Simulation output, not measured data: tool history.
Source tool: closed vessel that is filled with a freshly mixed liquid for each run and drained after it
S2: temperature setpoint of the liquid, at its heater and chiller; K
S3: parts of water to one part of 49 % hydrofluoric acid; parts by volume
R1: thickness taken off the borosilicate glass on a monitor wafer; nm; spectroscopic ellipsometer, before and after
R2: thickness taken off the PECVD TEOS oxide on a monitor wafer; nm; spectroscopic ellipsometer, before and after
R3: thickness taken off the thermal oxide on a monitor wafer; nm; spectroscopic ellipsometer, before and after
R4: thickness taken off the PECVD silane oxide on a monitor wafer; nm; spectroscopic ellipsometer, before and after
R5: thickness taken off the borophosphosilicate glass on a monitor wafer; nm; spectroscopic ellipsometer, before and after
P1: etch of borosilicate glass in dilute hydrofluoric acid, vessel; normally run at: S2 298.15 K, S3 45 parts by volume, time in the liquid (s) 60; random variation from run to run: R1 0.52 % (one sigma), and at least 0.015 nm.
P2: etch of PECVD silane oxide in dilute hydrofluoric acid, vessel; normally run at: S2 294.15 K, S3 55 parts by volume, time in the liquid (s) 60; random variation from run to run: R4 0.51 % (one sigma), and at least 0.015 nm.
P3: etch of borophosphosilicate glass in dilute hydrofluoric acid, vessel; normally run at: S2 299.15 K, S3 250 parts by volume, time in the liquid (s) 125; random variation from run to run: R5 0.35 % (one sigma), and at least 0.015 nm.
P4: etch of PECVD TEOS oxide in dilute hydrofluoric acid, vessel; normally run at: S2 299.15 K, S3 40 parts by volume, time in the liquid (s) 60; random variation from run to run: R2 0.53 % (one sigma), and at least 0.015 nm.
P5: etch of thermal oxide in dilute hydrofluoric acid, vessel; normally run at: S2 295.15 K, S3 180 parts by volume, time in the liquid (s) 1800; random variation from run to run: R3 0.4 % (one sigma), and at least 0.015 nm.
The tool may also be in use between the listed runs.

run 1 hour=8.1 | process_that_ran=P1 S2=298.15 S3=45 time_in_the_liquid_(s)=60 | R1=24.846
run 2 hour=17.6 | process_that_ran=P1 S2=298.15 S3=65 time_in_the_liquid_(s)=105 | R1=29.484
run 3 hour=34.3 | process_that_ran=P1 S2=298.15 S3=45 time_in_the_liquid_(s)=110 | R1=45.707
run 4 hour=44.3 | process_that_ran=P1 S2=305.65 S3=45 time_in_the_liquid_(s)=35 | R1=19.462
run 5 hour=61.7 | process_that_ran=P4 S2=299.15 S3=25 time_in_the_liquid_(s)=60 | R2=39.609
run 6 hour=70.3 | process_that_ran=P1 S2=298.15 S3=45 time_in_the_liquid_(s)=60 | R1=25.122
run 7 hour=86.3 | process_that_ran=P1 S2=298.15 S3=45 time_in_the_liquid_(s)=60 | R1=24.849
run 8 hour=97 | process_that_ran=P5 S2=295.15 S3=180 time_in_the_liquid_(s)=1800 | R3=39.465
run 9 hour=112.2 | process_that_ran=P1 S2=298.15 S3=45 time_in_the_liquid_(s)=60 | R1=24.763
run 10 hour=128.5 | process_that_ran=P5 S2=295.15 S3=180 time_in_the_liquid_(s)=1800 | R3=39.132
run 11 hour=143.5 | process_that_ran=P4 S2=299.15 S3=40 time_in_the_liquid_(s)=60 | R2=24.31
run 12 hour=159.5 | process_that_ran=P4 S2=299.15 S3=40 time_in_the_liquid_(s)=95 | R2=38.78
run 13 hour=169.9 | process_that_ran=P2 S2=294.15 S3=95 time_in_the_liquid_(s)=60 | R4=19.594
run 14 hour=188.3 | process_that_ran=P1 S2=290.65 S3=45 time_in_the_liquid_(s)=60 | R1=18.174
run 15 hour=200.4 | process_that_ran=P5 S2=301.65 S3=180 time_in_the_liquid_(s)=1800 | R3=49.904
run 16 hour=211.6 | process_that_ran=P3 S2=293.15 S3=250 time_in_the_liquid_(s)=125 | R5=26.821
run 17 hour=224.4 | process_that_ran=P1 S2=298.15 S3=60 time_in_the_liquid_(s)=60 | R1=18.263
run 18 hour=242 | process_that_ran=P1 S2=304.65 S3=45 time_in_the_liquid_(s)=60 | R1=32.287
run 19 hour=252.6 | process_that_ran=P1 S2=298.15 S3=60 time_in_the_liquid_(s)=30 | R1=9.143
run 20 hour=267.3 | process_that_ran=P1 S2=298.15 S3=20 time_in_the_liquid_(s)=60 | R1=58.431
run 21 hour=279.1 | process_that_ran=P2 S2=302.15 S3=55 time_in_the_liquid_(s)=60 | R4=48.655
run 22 hour=291.8 | process_that_ran=P4 S2=307.15 S3=40 time_in_the_liquid_(s)=60 | R2=33.333
run 23 hour=304.5 | process_that_ran=P2 S2=294.15 S3=55 time_in_the_liquid_(s)=60 | R4=35.167
run 24 hour=322 | process_that_ran=P3 S2=299.15 S3=420 time_in_the_liquid_(s)=125 | R5=16.788
run 25 hour=339.9 | process_that_ran=P1 S2=298.15 S3=45 time_in_the_liquid_(s)=60 | R1=25.103
run 26 hour=356.6 | process_that_ran=P5 S2=295.15 S3=45 time_in_the_liquid_(s)=1800 | R3=183.78
run 27 hour=374 | process_that_ran=P1 S2=298.15 S3=45 time_in_the_liquid_(s)=30 | R1=12.512
run 28 hour=392.6 | process_that_ran=P3 S2=299.15 S3=250 time_in_the_liquid_(s)=65 | R5=17.27
run 29 hour=411.1 | process_that_ran=P2 S2=294.15 S3=55 time_in_the_liquid_(s)=30 | R4=17.588
run 30 hour=419.8 | process_that_ran=P1 S2=298.15 S3=45 time_in_the_liquid_(s)=60 | R1=25.223
run 31 hour=433.5 | process_that_ran=P1 S2=298.15 S3=45 time_in_the_liquid_(s)=60 | R1=25.03
run 32 hour=445.9 | process_that_ran=P3 S2=299.15 S3=250 time_in_the_liquid_(s)=125 | R5=33.513
run 33 hour=462.2 | process_that_ran=P5 S2=295.15 S3=180 time_in_the_liquid_(s)=3015 | R3=65.63
run 34 hour=475.1 | process_that_ran=P1 S2=298.15 S3=45 time_in_the_liquid_(s)=60 | R1=25.018
run 35 hour=492.8 | process_that_ran=P1 S2=298.15 S3=45 time_in_the_liquid_(s)=60 | R1=25.79
run 36 hour=508.6 | process_that_ran=P1 S2=298.15 S3=45 time_in_the_liquid_(s)=60 | R1=25.973
run 37 hour=520.4 | process_that_ran=P1 S2=298.15 S3=45 time_in_the_liquid_(s)=60 | R1=26.276
run 38 hour=534.8 | process_that_ran=P1 S2=298.15 S3=45 time_in_the_liquid_(s)=60 | R1=26.361
run 39 hour=544.5 | process_that_ran=P1 S2=298.15 S3=45 time_in_the_liquid_(s)=60 | R1=26.42
run 40 hour=557.1 | process_that_ran=P1 S2=298.15 S3=45 time_in_the_liquid_(s)=60 | R1=26.537
run 41 hour=565.1 | process_that_ran=P1 S2=298.15 S3=45 time_in_the_liquid_(s)=60 | R1=26.825
run 42 hour=575.7 | process_that_ran=P1 S2=298.15 S3=45 time_in_the_liquid_(s)=60 | R1=26.784
run 43 hour=589.7 | process_that_ran=P1 S2=298.15 S3=45 time_in_the_liquid_(s)=60 | R1=26.648

The log shows P1 creeping away from where it was. Any of the 2 causes listed here, at the size stated for it, fits the log just as well as the others:
A: liquid hotter than its thermometer reads (K) = 1.48
B: hydrofluoric acid flow above the setpoint (%) = 5.85
The gradual shift began around hour 475.1.

Each of the 4 check runs below uses one wafer; its results are left as question marks. Which run tells the causes apart?
run check 1 hour=603.7 | process_that_ran=P5 S2=295.15 S3=50 time_in_the_liquid_(s)=2985 | R3=?
run check 2 hour=603.7 | process_that_ran=P2 S2=301.65 S3=90 time_in_the_liquid_(s)=60 | R4=?
run check 3 hour=603.7 | process_that_ran=P4 S2=306.65 S3=40 time_in_the_liquid_(s)=95 | R2=?
run check 4 hour=603.7 | process_that_ran=P3 S2=299.15 S3=390 time_in_the_liquid_(s)=125 | R5=?

What every check run would give for each of its results, assuming each possible cause in turn:
check=check_1 result=R3 if_A=289.48 if_B=289.12
check=check_2 result=R4 if_A=29.637 if_B=29.856
check=check_3 result=R2 if_A=54.962 if_B=55.174
check=check_4 result=R5 if_A=19.458 if_B=20.054
Per-check spread between the two closest causes, in the result where they differ most: check 1 0.12 %; check 2 0.74 %; check 3 0.38 %; check 4 3.01 %
The other checks would show nearly matching results whichever cause is true, so check 4 is the only one that separates the causes.

Check 4 was then run and gave: R5 19.473 nm. Which cause is it?

A is the cause: liquid hotter than its thermometer reads (K).
